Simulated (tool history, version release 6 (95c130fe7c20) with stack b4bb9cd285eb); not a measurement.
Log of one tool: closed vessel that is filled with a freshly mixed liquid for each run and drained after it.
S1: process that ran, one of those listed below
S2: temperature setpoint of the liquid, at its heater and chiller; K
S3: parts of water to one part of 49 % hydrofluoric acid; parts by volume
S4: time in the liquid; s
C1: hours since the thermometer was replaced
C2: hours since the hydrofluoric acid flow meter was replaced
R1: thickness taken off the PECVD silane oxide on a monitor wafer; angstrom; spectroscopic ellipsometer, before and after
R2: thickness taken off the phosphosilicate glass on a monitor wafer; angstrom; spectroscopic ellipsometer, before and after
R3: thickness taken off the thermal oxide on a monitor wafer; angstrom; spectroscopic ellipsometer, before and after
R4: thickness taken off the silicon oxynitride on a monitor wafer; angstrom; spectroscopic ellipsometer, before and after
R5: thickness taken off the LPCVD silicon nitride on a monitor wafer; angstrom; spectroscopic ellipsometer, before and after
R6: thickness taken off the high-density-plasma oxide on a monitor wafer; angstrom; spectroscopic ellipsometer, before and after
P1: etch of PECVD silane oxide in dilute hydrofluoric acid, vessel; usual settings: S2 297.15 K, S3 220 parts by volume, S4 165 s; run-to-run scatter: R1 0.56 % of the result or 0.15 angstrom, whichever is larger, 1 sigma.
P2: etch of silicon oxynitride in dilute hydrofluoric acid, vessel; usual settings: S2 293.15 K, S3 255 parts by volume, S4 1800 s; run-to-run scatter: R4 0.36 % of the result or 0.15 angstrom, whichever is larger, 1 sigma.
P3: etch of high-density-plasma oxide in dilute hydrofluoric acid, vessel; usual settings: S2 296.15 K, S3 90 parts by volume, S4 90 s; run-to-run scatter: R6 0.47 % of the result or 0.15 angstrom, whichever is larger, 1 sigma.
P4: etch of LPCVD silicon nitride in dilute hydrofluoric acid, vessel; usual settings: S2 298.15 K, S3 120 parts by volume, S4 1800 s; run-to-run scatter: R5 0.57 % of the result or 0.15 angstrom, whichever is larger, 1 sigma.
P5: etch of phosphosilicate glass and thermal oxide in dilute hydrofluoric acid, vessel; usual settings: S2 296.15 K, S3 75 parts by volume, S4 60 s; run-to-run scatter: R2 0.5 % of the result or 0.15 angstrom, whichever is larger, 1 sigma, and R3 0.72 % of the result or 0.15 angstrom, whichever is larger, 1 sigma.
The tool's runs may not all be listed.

| run | day | S1 | S2 | S3 | S4 | C1 | C2 | R1 | R2 | R3 | R4 | R5 | R6 |
|---|---|---|---|---|---|---|---|---|---|---|---|---|---|
| 1 | 0.208 | P1 | 297.15 | 220 | 165 | 305.0 | 1010.4 | 214.250 |  |  |  |  |  |
| 2 | 0.312 | P1 | 297.15 | 220 | 165 | 307.5 | 1012.9 | 213.640 |  |  |  |  |  |
| 3 | 0.475 | P5 | 296.15 | 75 | 60 | 311.4 | 1016.8 |  | 1493.90 | 39.276 |  |  |  |
| 4 | 0.646 | P2 | 297.15 | 255 | 1800 | 315.5 | 1020.9 |  |  |  | 101.300 |  |  |
| 5 | 0.867 | P1 | 297.15 | 220 | 275 | 320.8 | 1026.2 | 352.090 |  |  |  |  |  |
| 6 | 1.079 | P5 | 296.15 | 25 | 60 | 325.9 | 1031.3 |  | 4801.60 | 122.370 |  |  |  |
| 7 | 1.221 | P2 | 293.15 | 400 | 1800 | 329.3 | 1034.7 |  |  |  | 49.540 |  |  |
| 8 | 1.362 | P4 | 290.65 | 120 | 1800 | 332.7 | 1038.1 |  |  |  |  | 49.023 |  |
| 9 | 1.554 | P1 | 297.15 | 220 | 165 | 337.3 | 1042.7 | 212.370 |  |  |  |  |  |
| 10 | 1.712 | P1 | 297.15 | 220 | 70 | 341.1 | 1046.5 | 89.931 |  |  |  |  |  |
| 11 | 1.817 | P5 | 296.15 | 75 | 60 | 343.6 | 1049.0 |  | 1501.30 | 38.449 |  |  |  |
| 12 | 2.017 | P3 | 302.65 | 90 | 90 | 348.4 | 1053.8 |  |  |  |  |  | 64.592 |
| 13 | 2.212 | P3 | 296.15 | 90 | 90 | 353.1 | 1058.5 |  |  |  |  |  | 50.241 |
| 14 | 2.425 | P4 | 298.15 | 120 | 960 | 358.2 | 1063.6 |  |  |  |  | 43.398 |  |
| 15 | 2.562 | P1 | 290.15 | 220 | 165 | 361.5 | 1066.9 | 164.350 |  |  |  |  |  |
| 16 | 2.762 | P1 | 303.15 | 220 | 35 | 366.3 | 1071.7 | 55.253 |  |  |  |  |  |
| 17 | 2.933 | P1 | 297.15 | 220 | 165 | 370.4 | 1075.8 | 211.200 |  |  |  |  |  |
| 18 | 3.096 | P1 | 304.15 | 220 | 165 | 374.3 | 1079.7 | 274.090 |  |  |  |  |  |
| 19 | 3.208 | P2 | 293.15 | 255 | 745 | 377.0 | 1082.4 |  |  |  | 34.554 |  |  |
| 20 | 3.358 | P4 | 298.15 | 205 | 1800 | 380.6 | 1086.0 |  |  |  |  | 47.492 |  |
| 21 | 3.588 | P2 | 293.15 | 255 | 1800 | 386.1 | 1091.5 |  |  |  | 85.067 |  |  |
| 22 | 3.700 | P1 | 297.15 | 220 | 165 | 388.8 | 1094.2 | 213.350 |  |  |  |  |  |
| 23 | 3.833 | P1 | 290.15 | 320 | 165 | 392.0 | 1097.4 | 102.980 |  |  |  |  |  |
| 24 | 4.042 | P3 | 296.15 | 155 | 90 | 397.0 | 1102.4 |  |  |  |  |  | 27.103 |
| 25 | 4.154 | P1 | 297.15 | 370 | 165 | 399.7 | 1105.1 | 109.020 |  |  |  |  |  |
| 26 | 4.333 | P1 | 300.15 | 220 | 285 | 404.0 | 1109.4 | 407.250 |  |  |  |  |  |
| 27 | 4.496 | P4 | 298.15 | 120 | 1800 | 407.9 | 1113.3 |  |  |  |  | 81.102 |  |
| 28 | 4.729 | P1 | 297.15 | 50 | 165 | 413.5 | 1118.9 | 1140.400 |  |  |  |  |  |
| 29 | 4.883 | P5 | 296.15 | 75 | 30 | 417.2 | 1122.6 |  | 750.79 | 19.617 |  |  |  |
| 30 | 5.075 | P5 | 300.15 | 75 | 60 | 421.8 | 1127.2 |  | 1765.20 | 45.089 |  |  |  |
| 31 | 5.288 | P3 | 296.15 | 90 | 40 | 426.9 | 1132.3 |  |  |  |  |  | 22.666 |
| 32 | 5.508 | P3 | 296.15 | 90 | 90 | 432.2 | 1137.6 |  |  |  |  |  | 50.779 |
| 33 | 5.679 | P1 | 297.15 | 220 | 165 | 436.3 | 1141.7 | 211.350 |  |  |  |  |  |
| 34 | 5.883 | P1 | 297.15 | 220 | 165 | 441.2 | 1146.6 | 216.850 |  |  |  |  |  |
| 35 | 6.062 | P1 | 297.15 | 220 | 165 | 445.5 | 1150.9 | 219.140 |  |  |  |  |  |
| 36 | 6.208 | P1 | 297.15 | 220 | 165 | 449.0 | 1154.4 | 222.760 |  |  |  |  |  |
| 37 | 6.333 | P1 | 297.15 | 220 | 165 | 452.0 | 1157.4 | 225.520 |  |  |  |  |  |
| 38 | 6.475 | P1 | 297.15 | 220 | 165 | 455.4 | 1160.8 | 222.420 |  |  |  |  |  |
| 39 | 6.633 | P1 | 297.15 | 220 | 165 | 459.2 | 1164.6 | 224.530 |  |  |  |  |  |
| 40 | 6.829 | P1 | 297.15 | 220 | 165 | 463.9 | 1169.3 | 226.360 |  |  |  |  |  |
| 41 | 7.029 | P1 | 297.15 | 220 | 165 | 468.7 | 1174.1 | 224.960 |  |  |  |  |  |

What P1 gives has crept away from where it was. These 2 causes fit the log equally well, each at the size given:
A: liquid hotter than its thermometer reads (K) = 1.71
B: hydrofluoric acid flow above the setpoint (%) = 5.15
The creep began at about day 5.679.

4 check runs are offered, one wafer each, their results left as question marks. Which one tells the causes apart?
| check 1 | 7.229 | P3 | 299.65 | 145 | 90 |  |  |  |  |  |  |  | ? |
| check 2 | 7.229 | P2 | 293.15 | 345 | 860 |  |  |  |  |  | ? |  |  |
| check 3 | 7.229 | P5 | 299.15 | 75 | 30 |  |  |  | ? | ? |  |  |  |
| check 4 | 7.229 | P4 | 294.65 | 190 | 1800 |  |  |  |  |  |  | ? |  |

What each check would give under each cause:
| check | result | if A | if B |
|---|---|---|---|
| check 1 | R6 | 35.604 | 35.444 |
| check 2 | R4 | 30.355 | 29.947 |
| check 3 | R2 | 906.21 | 895.18 |
| check 3 | R3 | 23.326 | 23.042 |
| check 4 | R5 | 45.792 | 43.080 |
How far apart the two closest causes lie, in the result that separates them most: check 1 0.45 %; check 2 1.35 %; check 3 1.23 %; check 4 6.1 %
Check 4 tells the causes apart: in the others they would give nearly the same result.

Then check 4 was run and gave: R5 46.124 angstrom. Which cause is it?

It is A: liquid hotter than its thermometer reads (K).
